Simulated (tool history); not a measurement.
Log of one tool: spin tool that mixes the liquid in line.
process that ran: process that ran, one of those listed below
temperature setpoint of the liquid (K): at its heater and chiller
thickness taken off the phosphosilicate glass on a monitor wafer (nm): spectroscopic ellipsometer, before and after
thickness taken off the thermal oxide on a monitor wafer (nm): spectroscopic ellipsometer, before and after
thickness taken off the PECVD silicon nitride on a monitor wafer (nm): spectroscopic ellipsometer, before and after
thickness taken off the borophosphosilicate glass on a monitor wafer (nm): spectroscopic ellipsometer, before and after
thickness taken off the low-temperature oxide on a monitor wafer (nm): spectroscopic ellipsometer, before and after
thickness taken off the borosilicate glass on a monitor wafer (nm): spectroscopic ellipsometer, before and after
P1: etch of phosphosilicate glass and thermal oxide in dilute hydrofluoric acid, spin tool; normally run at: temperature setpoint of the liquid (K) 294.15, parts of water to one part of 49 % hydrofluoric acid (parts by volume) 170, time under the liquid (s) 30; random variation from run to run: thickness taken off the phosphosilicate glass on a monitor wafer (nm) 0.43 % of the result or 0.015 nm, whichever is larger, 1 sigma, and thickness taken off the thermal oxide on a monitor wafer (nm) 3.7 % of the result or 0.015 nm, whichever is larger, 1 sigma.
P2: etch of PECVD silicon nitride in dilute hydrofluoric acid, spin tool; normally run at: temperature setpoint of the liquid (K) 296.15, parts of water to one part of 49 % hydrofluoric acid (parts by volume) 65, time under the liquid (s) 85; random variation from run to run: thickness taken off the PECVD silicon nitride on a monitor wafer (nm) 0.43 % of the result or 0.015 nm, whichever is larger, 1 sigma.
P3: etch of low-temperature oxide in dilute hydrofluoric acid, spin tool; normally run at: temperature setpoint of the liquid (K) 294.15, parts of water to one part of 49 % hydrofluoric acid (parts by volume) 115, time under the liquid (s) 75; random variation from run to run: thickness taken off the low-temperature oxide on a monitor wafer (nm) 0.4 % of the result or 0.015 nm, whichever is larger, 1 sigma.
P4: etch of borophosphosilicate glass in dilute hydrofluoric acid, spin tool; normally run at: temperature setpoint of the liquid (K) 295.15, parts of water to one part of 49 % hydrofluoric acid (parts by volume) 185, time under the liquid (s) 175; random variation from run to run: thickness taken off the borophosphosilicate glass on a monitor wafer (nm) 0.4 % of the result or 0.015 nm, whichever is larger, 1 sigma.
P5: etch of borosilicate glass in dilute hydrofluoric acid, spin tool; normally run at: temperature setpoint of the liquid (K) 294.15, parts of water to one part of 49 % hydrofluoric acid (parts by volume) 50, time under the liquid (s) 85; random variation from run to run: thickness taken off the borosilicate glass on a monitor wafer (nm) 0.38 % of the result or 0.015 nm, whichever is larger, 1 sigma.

run   hour  process that ran  temperature setpoint of the liquid (K)  parts of water to one part of 49 % hydrofluoric acid (parts by volume)  time under the liquid (s)  hours since the thermometer was replaced  hours since the hydrofluoric acid flow meter was replaced  thickness taken off the phosphosilicate glass on a monitor wafer (nm)  thickness taken off the thermal oxide on a monitor wafer (nm)  thickness taken off the PECVD silicon nitride on a monitor wafer (nm)  thickness taken off the borophosphosilicate glass on a monitor wafer (nm)  thickness taken off the low-temperature oxide on a monitor wafer (nm)  thickness taken off the borosilicate glass on a monitor wafer (nm)
  1    2.0                P1                                  294.15                                                                     170                         30                                     133.1                                                      175.5                                                                 29.275                                                        0.69425
  2    5.0                P2                                  296.15                                                                      65                         85                                     136.1                                                      178.5                                                                                                                                                                                                       6.7897
  3    7.0                P4                                  295.15                                                                     185                        175                                     138.1                                                      180.5                                                                                                                                                                                                                                                                                  50.468
  4    9.5                P1                                  294.15                                                                     170                         30                                     140.6                                                      183.0                                                                 29.379                                                        0.70716
  5   13.6                P3                                  294.15                                                                     115                        135                                     144.7                                                      187.1                                                                                                                                                                                                                                                                                                                                                        16.4920
  6   15.7                P1                                  294.15                                                                      90                         30                                     146.8                                                      189.2                                                                 60.442                                                        1.32880
  7   19.0                P5                                  294.15                                                                      50                         15                                     150.1                                                      192.5                                                                                                                                                                                                                                                                                                                                                                                                                             7.2226
  8   21.3                P1                                  290.15                                                                     170                         30                                     152.4                                                      194.8                                                                 25.072                                                        0.61469
  9   23.4                P4                                  295.15                                                                      55                        175                                     154.5                                                      196.9                                                                                                                                                                                                                                                                                 196.500
 10   26.3                P1                                  294.15                                                                     285                         30                                     157.4                                                      199.8                                                                 15.576                                                        0.37683
 11   30.7                P1                                  298.65                                                                     225                         30                                     161.8                                                      204.2                                                                 24.764                                                        0.55090
 12   34.1                P3                                  300.15                                                                     115                         75                                     165.2                                                      207.6                                                                                                                                                                                                                                                                                                                                                        11.4680
 13   36.4                P1                                  294.15                                                                     170                         30                                     167.5                                                      209.9                                                                 29.318                                                        0.68854
 14   38.9                P5                                  294.15                                                                      50                         85                                     170.0                                                      212.4                                                                                                                                                                                                                                                                                                                                                                                                                            40.5350
 15   41.0                P5                                  300.65                                                                      50                         85                                     172.1                                                      214.5                                                                                                                                                                                                                                                                                                                                                                                                                            52.9820
 16   44.0                P1                                  294.15                                                                     170                         30                                     175.1                                                      217.5                                                                 29.036                                                        0.68512
 17   47.3                P1                                  300.65                                                                     170                         30                                     178.4                                                      220.8                                                                 37.692                                                        0.91510
 18   50.4                P1                                  294.15                                                                     170                         30                                     181.5                                                      223.9                                                                 29.298                                                        0.63985
 19   52.4                P5                                  294.15                                                                      70                         85                                     183.5                                                      225.9                                                                                                                                                                                                                                                                                                                                                                                                                            28.1760
 20   54.9                P3                                  294.15                                                                      55                         75                                     186.0                                                      228.4                                                                                                                                                                                                                                                                                                                                                        20.5160
 21   57.7                P1                                  294.15                                                                     170                         50                                     188.8                                                      231.2                                                                 48.254                                                        1.11850
 22   61.8                P4                                  295.15                                                                     185                        320                                     192.9                                                      235.3                                                                                                                                                                                                                                                                                  92.312
 23   66.0                P5                                  294.15                                                                      50                         85                                     197.1                                                      239.5                                                                                                                                                                                                                                                                                                                                                                                                                            40.3520
 24   70.0                P1                                  294.15                                                                     170                         15                                     201.1                                                      243.5                                                                 14.657                                                        0.34702
 25   72.7                P3                                  294.15                                                                     115                         75                                     203.8                                                      246.2                                                                                                                                                                                                                                                                                                                                                         9.0692
 26   75.2                P2                                  296.15                                                                      30                         85                                     206.3                                                      248.7                                                                                                                                                                                                      14.2700
 27   78.5                P1                                  294.15                                                                     170                         30                                     209.6                                                      252.0                                                                 29.390                                                        0.70913
 28   82.9                P3                                  294.15                                                                     115                         75                                     214.0                                                      256.4                                                                                                                                                                                                                                                                                                                                                         9.1083
 29   87.2                P2                                  301.65                                                                      65                         85                                     218.3                                                      260.7                                                                                                                                                                                                       9.7113
 30   90.4                P1                                  290.65                                                                      60                         30                                     221.5                                                      263.9                                                                 81.495                                                        1.81100
 31   94.7                P2                                  296.15                                                                      65                        155                                     225.8                                                      268.2                                                                                                                                                                                                      12.3070
 32   98.4                P4                                  291.65                                                                     185                        175                                     229.5                                                      271.9                                                                                                                                                                                                                                                                                  43.965
 33  102.8                P1                                  294.15                                                                     170                         30                                     233.9                                                      276.3                                                                 29.199                                                        0.67445
 34  106.0                P1                                  294.15                                                                     170                         30                                     237.1                                                      279.5                                                                 28.888                                                        0.67049
 35  107.9                P1                                  294.15                                                                     170                         30                                     239.0                                                      281.4                                                                 28.498                                                        0.65050
 36  110.9                P1                                  294.15                                                                     170                         30                                     242.0                                                      284.4                                                                 28.355                                                        0.67544
 37  115.0                P1                                  294.15                                                                     170                         30                                     246.1                                                      288.5                                                                 28.220                                                        0.67192
 38  119.5                P1                                  294.15                                                                     170                         30                                     250.6                                                      293.0                                                                 27.981                                                        0.62212
 39  122.2                P1                                  294.15                                                                     170                         30                                     253.3                                                      295.7                                                                 27.956                                                        0.64555
 40  126.1                P1                                  294.15                                                                     170                         30                                     257.2                                                      299.6                                                                 27.959                                                        0.62076
 41  130.6                P1                                  294.15                                                                     170                         30                                     261.7                                                      304.1                                                                 27.952                                                        0.62116
 42  134.5                P1                                  294.15                                                                     170                         30                                     265.6                                                      308.0                                                                 27.645                                                        0.63844
 43  137.2                P1                                  294.15                                                                     170                         30                                     268.3                                                      310.7                                                                 27.614                                                        0.65932
 44  139.9                P1                                  294.15                                                                     170                         30                                     271.0                                                      313.4                                                                 27.676                                                        0.69445

What P1 gives has crept away from where it was. These 2 causes fit the log equally well, each at the size given:
A: liquid colder than its thermometer reads (K) = 1.43
B: hydrofluoric acid flow below the setpoint (%) = 4.61
The creep began at about hour 102.8.

4 check runs are offered, one wafer each, their results left as question marks. Which one tells the causes apart?
check 1  142.6                P4                                  295.15                                                                      65                        300                                                                                                                                                                                                                                                                                                                                                                                            ?
check 2  142.6                P5                                  294.15                                                                      65                         15                                                                                                                                                                                                                                                                                                                                                                                                                                                                                                                                       ?
check 3  142.6                P2                                  296.15                                                                      65                        120                                                                                                                                                                                                                                                                                                                 ?
check 4  142.6                P3                                  298.65                                                                     115                        120                                                                                                                                                                                                                                                                                                                                                                                                                                                                   ?

What each check would give under each cause:
  check                                                                     result     if A     if B
check 1  thickness taken off the borophosphosilicate glass on a monitor wafer (nm)  265.240  267.480
check 2         thickness taken off the borosilicate glass on a monitor wafer (nm)   5.0798   5.1258
check 3      thickness taken off the PECVD silicon nitride on a monitor wafer (nm)   8.6532   9.1036
check 4      thickness taken off the low-temperature oxide on a monitor wafer (nm)  16.4750  16.5000
How far apart the two closest causes lie, in the result that separates them most: check 1 0.84 %; check 2 0.9 %; check 3 5.07 %; check 4 0.15 %
Only check 3 tells the causes apart: in the others they would give nearly the same result.

Check 3 was then run and gave: thickness taken off the PECVD silicon nitride on a monitor wafer (nm) 9.0731. Which cause is it?

It is B: hydrofluoric acid flow below the setpoint (%).
